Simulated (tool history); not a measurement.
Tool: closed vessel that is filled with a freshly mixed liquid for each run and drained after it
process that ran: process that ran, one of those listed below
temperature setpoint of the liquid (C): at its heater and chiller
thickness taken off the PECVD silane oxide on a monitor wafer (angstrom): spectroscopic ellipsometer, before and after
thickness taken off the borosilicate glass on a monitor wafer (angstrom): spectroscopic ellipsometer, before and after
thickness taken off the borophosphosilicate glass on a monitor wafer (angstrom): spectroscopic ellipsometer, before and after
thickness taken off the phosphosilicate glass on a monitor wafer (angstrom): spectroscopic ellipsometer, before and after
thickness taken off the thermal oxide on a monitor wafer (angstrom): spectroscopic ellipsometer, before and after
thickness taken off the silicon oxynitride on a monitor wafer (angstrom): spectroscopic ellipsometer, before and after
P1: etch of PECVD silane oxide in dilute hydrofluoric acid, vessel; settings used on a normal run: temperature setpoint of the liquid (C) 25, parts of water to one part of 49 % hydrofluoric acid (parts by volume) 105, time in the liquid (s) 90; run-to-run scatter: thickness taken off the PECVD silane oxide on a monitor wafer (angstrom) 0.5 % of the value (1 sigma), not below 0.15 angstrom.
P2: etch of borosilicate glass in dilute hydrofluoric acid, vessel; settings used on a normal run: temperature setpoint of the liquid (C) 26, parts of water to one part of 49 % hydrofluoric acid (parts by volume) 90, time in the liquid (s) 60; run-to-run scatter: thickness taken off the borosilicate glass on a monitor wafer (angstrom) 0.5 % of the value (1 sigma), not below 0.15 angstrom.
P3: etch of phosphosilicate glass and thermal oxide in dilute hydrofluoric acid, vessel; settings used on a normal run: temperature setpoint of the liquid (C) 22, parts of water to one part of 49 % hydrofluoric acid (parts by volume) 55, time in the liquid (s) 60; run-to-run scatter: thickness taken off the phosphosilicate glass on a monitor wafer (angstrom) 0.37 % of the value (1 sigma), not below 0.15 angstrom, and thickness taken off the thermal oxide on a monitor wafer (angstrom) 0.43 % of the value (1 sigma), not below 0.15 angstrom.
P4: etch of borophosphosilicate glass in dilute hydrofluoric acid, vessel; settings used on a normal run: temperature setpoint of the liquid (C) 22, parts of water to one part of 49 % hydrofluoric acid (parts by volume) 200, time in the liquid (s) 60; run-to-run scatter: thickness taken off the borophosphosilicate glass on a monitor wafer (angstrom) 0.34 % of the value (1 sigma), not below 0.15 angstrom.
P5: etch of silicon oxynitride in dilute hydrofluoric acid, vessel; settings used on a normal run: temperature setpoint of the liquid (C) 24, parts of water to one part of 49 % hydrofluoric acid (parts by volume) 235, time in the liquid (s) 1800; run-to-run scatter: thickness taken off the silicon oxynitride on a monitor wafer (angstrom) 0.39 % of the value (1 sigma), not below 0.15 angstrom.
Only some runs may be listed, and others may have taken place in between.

| run | hour | process that ran | temperature setpoint of the liquid (C) | parts of water to one part of 49 % hydrofluoric acid (parts by volume) | time in the liquid (s) | thickness taken off the PECVD silane oxide on a monitor wafer (angstrom) | thickness taken off the borosilicate glass on a monitor wafer (angstrom) | thickness taken off the borophosphosilicate glass on a monitor wafer (angstrom) | thickness taken off the phosphosilicate glass on a monitor wafer (angstrom) | thickness taken off the thermal oxide on a monitor wafer (angstrom) | thickness taken off the silicon oxynitride on a monitor wafer (angstrom) |
|---|---|---|---|---|---|---|---|---|---|---|---|
| 1 | 7.3 | P1 | 25 | 105 | 90 | 372.54 |  |  |  |  |  |
| 2 | 13.6 | P1 | 25 | 30 | 90 | 1450.5 |  |  |  |  |  |
| 3 | 21.6 | P2 | 32 | 90 | 60 |  | 365.07 |  |  |  |  |
| 4 | 31.2 | P1 | 25 | 105 | 135 | 567.74 |  |  |  |  |  |
| 5 | 41 | P2 | 26 | 90 | 120 |  | 583.04 |  |  |  |  |
| 6 | 47.6 | P1 | 25 | 105 | 30 | 124.5 |  |  |  |  |  |
| 7 | 53.2 | P1 | 25 | 105 | 90 | 372.71 |  |  |  |  |  |
| 8 | 60.4 | P4 | 22 | 200 | 60 |  |  | 168 |  |  |  |
| 9 | 70.6 | P1 | 25 | 105 | 90 | 372.17 |  |  |  |  |  |
| 10 | 77 | P1 | 17 | 105 | 90 | 266.99 |  |  |  |  |  |
| 11 | 85.4 | P4 | 30 | 200 | 60 |  |  | 223.43 |  |  |  |
| 12 | 96.4 | P3 | 30 | 55 | 60 |  |  |  | 2908.8 | 68.035 |  |
| 13 | 105.9 | P3 | 22 | 55 | 95 |  |  |  | 3339.9 | 78.017 |  |
| 14 | 114.9 | P3 | 22 | 100 | 60 |  |  |  | 1094.1 | 25.764 |  |
| 15 | 122.5 | P2 | 26 | 130 | 60 |  | 192.61 |  |  |  |  |
| 16 | 131.9 | P1 | 25 | 105 | 90 | 371.72 |  |  |  |  |  |
| 17 | 143 | P4 | 22 | 360 | 60 |  |  | 79.915 |  |  |  |
|  | 151.1 | thermometer replaced |
| 18 | 151.8 | P1 | 30 | 105 | 90 | 450.9 |  |  |  |  |  |
|  | 160.2 | hydrofluoric acid flow meter replaced |
| 19 | 161.3 | P1 | 25 | 105 | 90 | 373.7 |  |  |  |  |  |
| 20 | 170.4 | P4 | 22 | 200 | 60 |  |  | 167.93 |  |  |  |
| 21 | 180.9 | P1 | 25 | 105 | 90 | 375.69 |  |  |  |  |  |
| 22 | 187.4 | P5 | 24 | 235 | 375 |  |  |  |  |  | 54.248 |
| 23 | 195 | P2 | 26 | 90 | 60 |  | 291.11 |  |  |  |  |
| 24 | 201.6 | P3 | 22 | 55 | 60 |  |  |  | 2099.6 | 49.491 |  |
| 25 | 209.3 | P5 | 24 | 415 | 1800 |  |  |  |  |  | 129.84 |

What does the tool deliver on the next run?
| 26 | 217.8 | P4 | 22 | 200 | 30 |  |  | ? |  |  |  |

{"run 26": {"thickness taken off the borophosphosilicate glass on a monitor wafer (angstrom)": 84.068}}
